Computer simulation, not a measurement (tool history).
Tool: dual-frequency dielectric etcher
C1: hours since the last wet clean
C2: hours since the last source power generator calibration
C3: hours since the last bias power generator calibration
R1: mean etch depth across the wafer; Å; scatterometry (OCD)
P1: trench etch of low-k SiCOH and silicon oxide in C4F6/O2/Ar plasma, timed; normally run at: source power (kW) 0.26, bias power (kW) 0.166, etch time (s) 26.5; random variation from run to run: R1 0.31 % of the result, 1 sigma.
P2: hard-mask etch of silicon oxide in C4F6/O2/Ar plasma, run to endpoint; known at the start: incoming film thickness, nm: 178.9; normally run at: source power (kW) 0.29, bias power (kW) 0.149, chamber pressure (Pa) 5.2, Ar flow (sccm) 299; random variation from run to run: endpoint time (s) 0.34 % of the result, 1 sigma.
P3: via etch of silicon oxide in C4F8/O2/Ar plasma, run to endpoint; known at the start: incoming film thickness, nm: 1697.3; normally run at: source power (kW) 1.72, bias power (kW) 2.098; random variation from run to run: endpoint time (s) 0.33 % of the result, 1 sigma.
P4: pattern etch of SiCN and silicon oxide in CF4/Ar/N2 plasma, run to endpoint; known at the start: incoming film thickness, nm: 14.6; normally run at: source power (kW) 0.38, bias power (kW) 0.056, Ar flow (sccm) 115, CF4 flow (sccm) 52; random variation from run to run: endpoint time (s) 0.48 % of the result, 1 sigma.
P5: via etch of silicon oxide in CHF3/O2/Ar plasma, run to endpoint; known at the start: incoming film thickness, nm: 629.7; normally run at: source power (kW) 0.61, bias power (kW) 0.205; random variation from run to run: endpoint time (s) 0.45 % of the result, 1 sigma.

Run 1, hour 15.4: process that ran P1, source power (kW) 0.26, bias power (kW) 0.166, etch time (s) 26.5; C1 287.7; C2 1537; C3 495.5. Result: R1 684.87 Å.
Run 2, hour 22.8: process that ran P3, source power (kW) 2.38, bias power (kW) 2.098; C1 295.1; C2 1544.4; C3 502.9. Result: endpoint time (s) 317.45.
Run 3, hour 33.5: process that ran P3, source power (kW) 1.72, bias power (kW) 2.098; C1 305.8; C2 1555.1; C3 513.6. Result: endpoint time (s) 360.35.
Run 4, hour 41.6: process that ran P5, source power (kW) 0.82, bias power (kW) 0.205; C1 313.9; C2 1563.2; C3 521.7. Result: endpoint time (s) 268.97.
Run 5, hour 49.4: process that ran P3, source power (kW) 1.72, bias power (kW) 2.098; C1 321.7; C2 1571; C3 529.5. Result: endpoint time (s) 360.68.
Run 6, hour 60.1: process that ran P1, source power (kW) 0.26, bias power (kW) 0.166, etch time (s) 38; C1 332.4; C2 1581.7; C3 540.2. Result: R1 973.81 Å.
Run 7, hour 74.9: process that ran P4, source power (kW) 0.38, bias power (kW) 0.056, Ar flow (sccm) 115, CF4 flow (sccm) 72; C1 347.2; C2 1596.5; C3 555. Result: endpoint time (s) 21.773.
Run 8, hour 82.1: process that ran P4, source power (kW) 0.38, bias power (kW) 0.056, Ar flow (sccm) 76, CF4 flow (sccm) 52; C1 354.4; C2 1603.7; C3 562.2. Result: endpoint time (s) 21.445.
Run 9, hour 95: process that ran P5, source power (kW) 0.61, bias power (kW) 0.127; C1 367.3; C2 1616.6; C3 575.1. Result: endpoint time (s) 353.06.
Run 10, hour 105: process that ran P5, source power (kW) 0.61, bias power (kW) 0.205; C1 377.3; C2 1626.6; C3 585.1. Result: endpoint time (s) 301.79.
Run 11, hour 116.6: process that ran P1, source power (kW) 0.26, bias power (kW) 0.231, etch time (s) 34.5; C1 388.9; C2 1638.2; C3 596.7. Result: R1 991.51 Å.
Run 12, hour 132.5: process that ran P1, source power (kW) 0.26, bias power (kW) 0.193, etch time (s) 37; C1 404.8; C2 1654.1; C3 612.6. Result: R1 990.91 Å.
Run 13, hour 147.5: process that ran P1, source power (kW) 0.26, bias power (kW) 0.224, etch time (s) 26.5; C1 419.8; C2 1669.1; C3 627.6. Result: R1 748.13 Å.
Run 14, hour 156.5: process that ran P2, source power (kW) 0.29, bias power (kW) 0.149, Ar flow (sccm) 299, chamber pressure (Pa) 5.2; C1 428.8; C2 1678.1; C3 636.6. Result: endpoint time (s) 70.398.
Run 15, hour 172.4: process that ran P5, source power (kW) 0.61, bias power (kW) 0.205; C1 444.7; C2 1694; C3 652.5. Result: endpoint time (s) 302.28.
Run 16, hour 184.4: process that ran P1, source power (kW) 0.26, bias power (kW) 0.1, etch time (s) 26.5; C1 456.7; C2 1706; C3 664.5. Result: R1 583.58 Å.
At hour 193.8: wet clean of the chamber.
Run 17, hour 194.7: process that ran P4, source power (kW) 0.22, bias power (kW) 0.056, Ar flow (sccm) 115, CF4 flow (sccm) 52; C1 1; C2 1716.3; C3 674.8. Result: endpoint time (s) 36.834.
Run 18, hour 210.4: process that ran P1, source power (kW) 0.26, bias power (kW) 0.166, etch time (s) 26.5; C1 16.7; C2 1732; C3 690.5. Result: R1 679.36 Å.
Run 19, hour 222.3: process that ran P2, source power (kW) 0.29, bias power (kW) 0.149, Ar flow (sccm) 205, chamber pressure (Pa) 5.2; C1 28.6; C2 1743.9; C3 702.4. Result: endpoint time (s) 67.716.
Run 20, hour 235.8: process that ran P1, source power (kW) 0.26, bias power (kW) 0.166, etch time (s) 26.5; C1 42.1; C2 1757.4; C3 715.9. Result: R1 682.8 Å.
Run 21, hour 246.9: process that ran P4, source power (kW) 0.38, bias power (kW) 0.056, Ar flow (sccm) 115, CF4 flow (sccm) 52; C1 53.2; C2 1768.5; C3 727. Result: endpoint time (s) 22.924.
Run 22, hour 254.3: process that ran P1, source power (kW) 0.2, bias power (kW) 0.106, etch time (s) 26.5; C1 60.6; C2 1775.9; C3 734.4. Result: R1 534.25 Å.
Run 23, hour 262.8: process that ran P4, source power (kW) 0.38, bias power (kW) 0.033, Ar flow (sccm) 115, CF4 flow (sccm) 52; C1 69.1; C2 1784.4; C3 742.9. Result: endpoint time (s) 27.558.
Run 24, hour 271.7: process that ran P2, source power (kW) 0.21, bias power (kW) 0.149, Ar flow (sccm) 299, chamber pressure (Pa) 5.2; C1 78; C2 1793.3; C3 751.8. Result: endpoint time (s) 79.902.
Run 25, hour 280.8: process that ran P1, source power (kW) 0.26, bias power (kW) 0.166, etch time (s) 26.5; C1 87.1; C2 1802.4; C3 760.9. Result: R1 678.54 Å.
Run 26, hour 291.6: process that ran P1, source power (kW) 0.32, bias power (kW) 0.166, etch time (s) 26.5; C1 97.9; C2 1813.2; C3 771.7. Result: R1 738.84 Å.
Run 27, hour 304.4: process that ran P1, source power (kW) 0.26, bias power (kW) 0.166, etch time (s) 26.5; C1 110.7; C2 1826; C3 784.5. Result: R1 680.58 Å.
Run 28, hour 317.1: process that ran P3, source power (kW) 1.72, bias power (kW) 1.656; C1 123.4; C2 1838.7; C3 797.2. Result: endpoint time (s) 386.76.
At hour 318.6: bias power generator calibrated.
Run 29, hour 332.8: process that ran P1, source power (kW) 0.26, bias power (kW) 0.166, etch time (s) 14.5; C1 139.1; C2 1854.4; C3 14.3. Result: R1 370.61 Å.
Run 30, hour 345.5: process that ran P2, source power (kW) 0.29, bias power (kW) 0.149, Ar flow (sccm) 299, chamber pressure (Pa) 5.2; C1 151.8; C2 1867.1; C3 27. Result: endpoint time (s) 70.563.
Run 31, hour 357.3: process that ran P2, source power (kW) 0.29, bias power (kW) 0.21, Ar flow (sccm) 299, chamber pressure (Pa) 5.2; C1 163.6; C2 1878.9; C3 38.8. Result: endpoint time (s) 63.342.
Run 32, hour 367.7: process that ran P1, source power (kW) 0.26, bias power (kW) 0.166, etch time (s) 26.5; C1 174; C2 1889.3; C3 49.2. Result: R1 679.89 Å.
Run 33, hour 376.1: process that ran P2, source power (kW) 0.29, bias power (kW) 0.149, Ar flow (sccm) 299, chamber pressure (Pa) 6.3; C1 182.4; C2 1897.7; C3 57.6. Result: endpoint time (s) 72.356.
Run 34, hour 384.3: process that ran P1, source power (kW) 0.18, bias power (kW) 0.166, etch time (s) 26.5; C1 190.6; C2 1905.9; C3 65.8. Result: R1 591.83 Å.

The next listed run, before its measurement:
Run 35, hour 393.1: process that ran P1, source power (kW) 0.26, bias power (kW) 0.166, etch time (s) 26.5; C1 199.4; C2 1914.7; C3 74.6. Result: R1 ?.

R1: 680.9 Å
